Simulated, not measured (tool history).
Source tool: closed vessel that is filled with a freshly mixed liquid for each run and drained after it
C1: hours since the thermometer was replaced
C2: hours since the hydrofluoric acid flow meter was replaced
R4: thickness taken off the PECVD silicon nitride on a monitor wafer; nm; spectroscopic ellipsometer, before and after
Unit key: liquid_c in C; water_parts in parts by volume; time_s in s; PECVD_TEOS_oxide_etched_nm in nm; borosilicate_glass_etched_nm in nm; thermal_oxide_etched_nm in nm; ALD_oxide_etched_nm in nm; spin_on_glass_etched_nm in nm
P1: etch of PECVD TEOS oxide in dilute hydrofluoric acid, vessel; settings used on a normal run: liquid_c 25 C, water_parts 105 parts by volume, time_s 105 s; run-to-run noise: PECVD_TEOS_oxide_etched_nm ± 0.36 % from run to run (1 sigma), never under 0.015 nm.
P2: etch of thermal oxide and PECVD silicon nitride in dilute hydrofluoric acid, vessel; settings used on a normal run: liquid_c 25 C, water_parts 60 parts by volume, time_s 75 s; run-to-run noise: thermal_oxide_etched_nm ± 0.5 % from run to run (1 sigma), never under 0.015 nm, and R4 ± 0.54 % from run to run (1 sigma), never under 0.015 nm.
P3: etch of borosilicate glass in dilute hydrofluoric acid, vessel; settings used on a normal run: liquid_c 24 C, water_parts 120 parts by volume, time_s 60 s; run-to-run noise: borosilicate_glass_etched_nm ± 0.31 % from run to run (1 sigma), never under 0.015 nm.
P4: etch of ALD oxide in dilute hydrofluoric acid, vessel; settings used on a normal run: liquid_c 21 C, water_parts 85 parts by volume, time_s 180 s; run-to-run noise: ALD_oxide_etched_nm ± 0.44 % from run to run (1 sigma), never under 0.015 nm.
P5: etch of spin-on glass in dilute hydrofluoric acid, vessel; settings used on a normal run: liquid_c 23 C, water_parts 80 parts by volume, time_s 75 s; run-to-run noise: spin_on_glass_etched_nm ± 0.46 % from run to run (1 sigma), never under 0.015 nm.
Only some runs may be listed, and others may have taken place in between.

Run 1, hour 5.6: process P1, liquid_c 25 C, water_parts 105 parts by volume, time_s 105 s; C1 746.3; C2 1567.3. Result: PECVD_TEOS_oxide_etched_nm 9.4787 nm.
Run 2, hour 9.7: process P1, liquid_c 25 C, water_parts 105 parts by volume, time_s 30 s; C1 750.4; C2 1571.4. Result: PECVD_TEOS_oxide_etched_nm 2.6965 nm.
Run 3, hour 13.2: process P3, liquid_c 24 C, water_parts 120 parts by volume, time_s 105 s; C1 753.9; C2 1574.9. Result: borosilicate_glass_etched_nm 31.972 nm.
Run 4, hour 16.1: process P2, liquid_c 31.5 C, water_parts 60 parts by volume, time_s 75 s; C1 756.8; C2 1577.8. Result: thermal_oxide_etched_nm 8.705 nm, R4 7.6007 nm.
Run 5, hour 19.7: process P4, liquid_c 21 C, water_parts 120 parts by volume, time_s 180 s; C1 760.4; C2 1581.4. Result: ALD_oxide_etched_nm 21.957 nm.
Run 6, hour 22.4: process P1, liquid_c 30 C, water_parts 105 parts by volume, time_s 105 s; C1 763.1; C2 1584.1. Result: PECVD_TEOS_oxide_etched_nm 11.367 nm.
Run 7, hour 26.8: process P4, liquid_c 21 C, water_parts 85 parts by volume, time_s 180 s; C1 767.5; C2 1588.5. Result: ALD_oxide_etched_nm 32.295 nm.
Run 8, hour 29.6: process P1, liquid_c 25 C, water_parts 155 parts by volume, time_s 105 s; C1 770.3; C2 1591.3. Result: PECVD_TEOS_oxide_etched_nm 6.0154 nm.
Run 9, hour 35.1: process P1, liquid_c 30 C, water_parts 105 parts by volume, time_s 45 s; C1 775.8; C2 1596.8. Result: PECVD_TEOS_oxide_etched_nm 4.9372 nm.
Run 10, hour 39.2: process P5, liquid_c 23 C, water_parts 80 parts by volume, time_s 130 s; C1 779.9; C2 1600.9. Result: spin_on_glass_etched_nm 73.206 nm.
Run 11, hour 43.3: process P1, liquid_c 20 C, water_parts 105 parts by volume, time_s 105 s; C1 784; C2 1605. Result: PECVD_TEOS_oxide_etched_nm 7.7141 nm.
Run 12, hour 47.7: process P3, liquid_c 20 C, water_parts 120 parts by volume, time_s 60 s; C1 788.4; C2 1609.4. Result: borosilicate_glass_etched_nm 15.495 nm.
Run 13, hour 51.9: process P5, liquid_c 23 C, water_parts 35 parts by volume, time_s 75 s; C1 792.6; C2 1613.6. Result: spin_on_glass_etched_nm 102.36 nm.
Run 14, hour 56.8: process P1, liquid_c 25 C, water_parts 105 parts by volume, time_s 105 s; C1 797.5; C2 1618.5. Result: PECVD_TEOS_oxide_etched_nm 9.4938 nm.
Run 15, hour 61.8: process P1, liquid_c 25 C, water_parts 40 parts by volume, time_s 105 s; C1 802.5; C2 1623.5. Result: PECVD_TEOS_oxide_etched_nm 27.247 nm.
Run 16, hour 67.8: process P1, liquid_c 25 C, water_parts 105 parts by volume, time_s 105 s; C1 808.5; C2 1629.5. Result: PECVD_TEOS_oxide_etched_nm 9.4295 nm.
At hour 72.4: hydrofluoric acid flow meter replaced.
Run 17, hour 73.3: process P2, liquid_c 25 C, water_parts 95 parts by volume, time_s 75 s; C1 814; C2 0.9. Result: thermal_oxide_etched_nm 4.0877 nm, R4 3.1536 nm.
Run 18, hour 76.3: process P3, liquid_c 24 C, water_parts 120 parts by volume, time_s 60 s; C1 817; C2 3.9. Result: borosilicate_glass_etched_nm 18.139 nm.
Run 19, hour 81.3: process P1, liquid_c 25 C, water_parts 105 parts by volume, time_s 105 s; C1 822; C2 8.9. Result: PECVD_TEOS_oxide_etched_nm 9.4021 nm.
Run 20, hour 86.4: process P4, liquid_c 21 C, water_parts 85 parts by volume, time_s 350 s; C1 827.1; C2 14. Result: ALD_oxide_etched_nm 63.021 nm.
Run 21, hour 91.2: process P2, liquid_c 25 C, water_parts 60 parts by volume, time_s 75 s; C1 831.9; C2 18.8. Result: thermal_oxide_etched_nm 6.7259 nm, R4 5.0059 nm.
Run 22, hour 94.5: process P1, liquid_c 25 C, water_parts 105 parts by volume, time_s 105 s; C1 835.2; C2 22.1. Result: PECVD_TEOS_oxide_etched_nm 9.4421 nm.
Run 23, hour 98.8: process P1, liquid_c 25 C, water_parts 170 parts by volume, time_s 30 s; C1 839.5; C2 26.4. Result: PECVD_TEOS_oxide_etched_nm 1.563 nm.
Run 24, hour 101.6: process P5, liquid_c 26.5 C, water_parts 80 parts by volume, time_s 75 s; C1 842.3; C2 29.2. Result: spin_on_glass_etched_nm 48.924 nm.
Run 25, hour 106.3: process P3, liquid_c 24 C, water_parts 120 parts by volume, time_s 60 s; C1 847; C2 33.9. Result: borosilicate_glass_etched_nm 18.272 nm.
Run 26, hour 112: process P5, liquid_c 23 C, water_parts 80 parts by volume, time_s 75 s; C1 852.7; C2 39.6. Result: spin_on_glass_etched_nm 42.416 nm.
Run 27, hour 115.3: process P3, liquid_c 24 C, water_parts 50 parts by volume, time_s 60 s; C1 856; C2 42.9. Result: borosilicate_glass_etched_nm 47.785 nm.
Run 28, hour 120.1: process P1, liquid_c 25 C, water_parts 105 parts by volume, time_s 105 s; C1 860.8; C2 47.7. Result: PECVD_TEOS_oxide_etched_nm 9.4779 nm.

Estimate the outcome of run 29 from the log above:
Run 29, hour 122.8: process P2, liquid_c 25 C, water_parts 60 parts by volume, time_s 30 s; C1 863.5; C2 50.4. Result: thermal_oxide_etched_nm ?, R4 ?.

{"run 29": {"thermal_oxide_etched_nm": 2.7136, "R4": 2.0286}}
